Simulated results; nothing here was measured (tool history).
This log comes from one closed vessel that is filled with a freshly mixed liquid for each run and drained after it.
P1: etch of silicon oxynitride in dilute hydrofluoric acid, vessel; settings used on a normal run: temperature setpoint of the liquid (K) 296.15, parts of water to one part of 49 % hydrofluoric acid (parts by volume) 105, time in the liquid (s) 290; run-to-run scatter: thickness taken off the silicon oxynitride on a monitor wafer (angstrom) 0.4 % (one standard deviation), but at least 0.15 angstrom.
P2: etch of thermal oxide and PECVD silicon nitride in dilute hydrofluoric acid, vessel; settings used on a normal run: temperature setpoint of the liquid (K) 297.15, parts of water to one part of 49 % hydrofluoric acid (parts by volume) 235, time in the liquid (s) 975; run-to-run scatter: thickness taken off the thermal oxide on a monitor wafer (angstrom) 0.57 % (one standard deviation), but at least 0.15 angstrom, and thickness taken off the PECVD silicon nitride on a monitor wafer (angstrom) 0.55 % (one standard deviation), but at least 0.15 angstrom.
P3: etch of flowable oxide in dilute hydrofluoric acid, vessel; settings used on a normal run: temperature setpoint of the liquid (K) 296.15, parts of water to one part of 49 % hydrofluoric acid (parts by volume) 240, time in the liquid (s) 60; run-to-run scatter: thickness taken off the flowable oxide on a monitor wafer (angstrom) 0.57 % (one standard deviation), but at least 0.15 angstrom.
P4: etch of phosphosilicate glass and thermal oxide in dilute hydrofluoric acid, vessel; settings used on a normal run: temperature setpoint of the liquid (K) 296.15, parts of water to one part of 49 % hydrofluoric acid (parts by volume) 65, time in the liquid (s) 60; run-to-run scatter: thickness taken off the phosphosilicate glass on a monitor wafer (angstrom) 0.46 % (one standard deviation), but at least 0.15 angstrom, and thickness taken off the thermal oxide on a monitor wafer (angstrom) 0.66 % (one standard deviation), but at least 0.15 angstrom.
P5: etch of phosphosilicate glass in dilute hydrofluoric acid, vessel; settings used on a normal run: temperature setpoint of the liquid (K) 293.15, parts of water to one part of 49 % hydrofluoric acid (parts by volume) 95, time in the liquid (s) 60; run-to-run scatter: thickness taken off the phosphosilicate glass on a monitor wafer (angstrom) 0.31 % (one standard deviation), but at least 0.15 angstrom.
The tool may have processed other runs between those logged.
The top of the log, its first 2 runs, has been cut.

| run | hour | process that ran | temperature setpoint of the liquid (K) | parts of water to one part of 49 % hydrofluoric acid (parts by volume) | time in the liquid (s) | hours since the thermometer was replaced | hours since the hydrofluoric acid flow meter was replaced | thickness taken off the silicon oxynitride on a monitor wafer (angstrom) | thickness taken off the phosphosilicate glass on a monitor wafer (angstrom) | thickness taken off the flowable oxide on a monitor wafer (angstrom) | thickness taken off the thermal oxide on a monitor wafer (angstrom) | thickness taken off the PECVD silicon nitride on a monitor wafer (angstrom) |
|---|---|---|---|---|---|---|---|---|---|---|---|---|
| 3 | 11.3 | P1 | 296.15 | 105 | 530 | 1839.1 | 618.8 | 114.38 |  |  |  |  |
| 4 | 14.3 | P1 | 296.15 | 180 | 290 | 1842.1 | 621.8 | 34.178 |  |  |  |  |
| 5 | 18.1 | P3 | 296.15 | 240 | 60 | 1845.9 | 625.6 |  |  | 81.578 |  |  |
| 6 | 22.9 | P4 | 292.15 | 65 | 60 | 1850.7 | 630.4 |  | 1280.8 |  | 39.638 |  |
| 7 | 28.2 | P5 | 293.15 | 95 | 60 | 1856 | 635.7 |  | 760.78 |  |  |  |
| 8 | 30.7 | P1 | 296.15 | 105 | 290 | 1858.5 | 638.2 | 62.956 |  |  |  |  |
| 9 | 33.8 | P5 | 290.15 | 95 | 60 | 1861.6 | 641.3 |  | 674.13 |  |  |  |
| 10 | 37.4 | P1 | 296.15 | 170 | 115 | 1865.2 | 644.9 | 14.641 |  |  |  |  |
| 11 | 39.8 | P3 | 296.15 | 240 | 60 | 1867.6 | 647.3 |  |  | 81.191 |  |  |
| 12 | 43.8 | P4 | 296.15 | 65 | 30 | 1871.6 | 651.3 |  | 754.85 |  | 23.439 |  |
| 13 | 48.8 | P2 | 290.15 | 235 | 975 | 1876.6 | 656.3 |  |  |  | 127.51 | 120.44 |
| 14 | 53.1 | P2 | 297.15 | 35 | 975 | 1880.9 | 660.6 |  |  |  | 1404.5 | 1214.9 |
| 15 | 58.4 | P1 | 296.15 | 105 | 290 | 1886.2 | 665.9 | 63.095 |  |  |  |  |
| 16 | 63.3 | P5 | 293.15 | 95 | 60 | 1891.1 | 670.8 |  | 765.13 |  |  |  |
| 17 | 67.9 | P1 | 296.15 | 105 | 290 | 1895.7 | 675.4 | 62.741 |  |  |  |  |
| 18 | 72.6 | P2 | 297.15 | 235 | 255 | 1900.4 | 680.1 |  |  |  | 43.238 | 49.545 |
| 19 | 75.8 | P3 | 290.15 | 240 | 60 | 1903.6 | 683.3 |  |  | 64.447 |  |  |
| 20 | 80.8 | P2 | 297.15 | 235 | 975 | 1908.6 | 688.3 |  |  |  | 165.9 | 190.06 |
| 21 | 86 | P1 | 296.15 | 150 | 460 | 1913.8 | 693.5 | 66.873 |  |  |  |  |
| 22 | 91.1 | P1 | 290.15 | 105 | 290 | 1918.9 | 698.6 | 46.881 |  |  |  |  |
| 23 | 96.6 | P4 | 296.15 | 65 | 60 | 1924.4 | 704.1 |  | 1512.2 |  | 47.308 |  |
| 24 | 100.3 | P1 | 304.15 | 105 | 290 | 1928.1 | 707.8 | 91.166 |  |  |  |  |
| 25 | 105.5 | P1 | 296.15 | 105 | 290 | 1933.3 | 713 | 62.553 |  |  |  |  |
| 26 | 110.1 | P3 | 296.15 | 240 | 115 | 1937.9 | 717.6 |  |  | 154.89 |  |  |
| 27 | 113.7 | P1 | 296.15 | 45 | 290 | 1941.5 | 721.2 | 152.78 |  |  |  |  |

For run 28, what comes out?
| 28 | 119.1 | P5 | 293.15 | 95 | 115 | 1946.9 | 726.6 |  | ? |  |  |  |

thickness taken off the phosphosilicate glass on a monitor wafer (angstrom): 1459.8
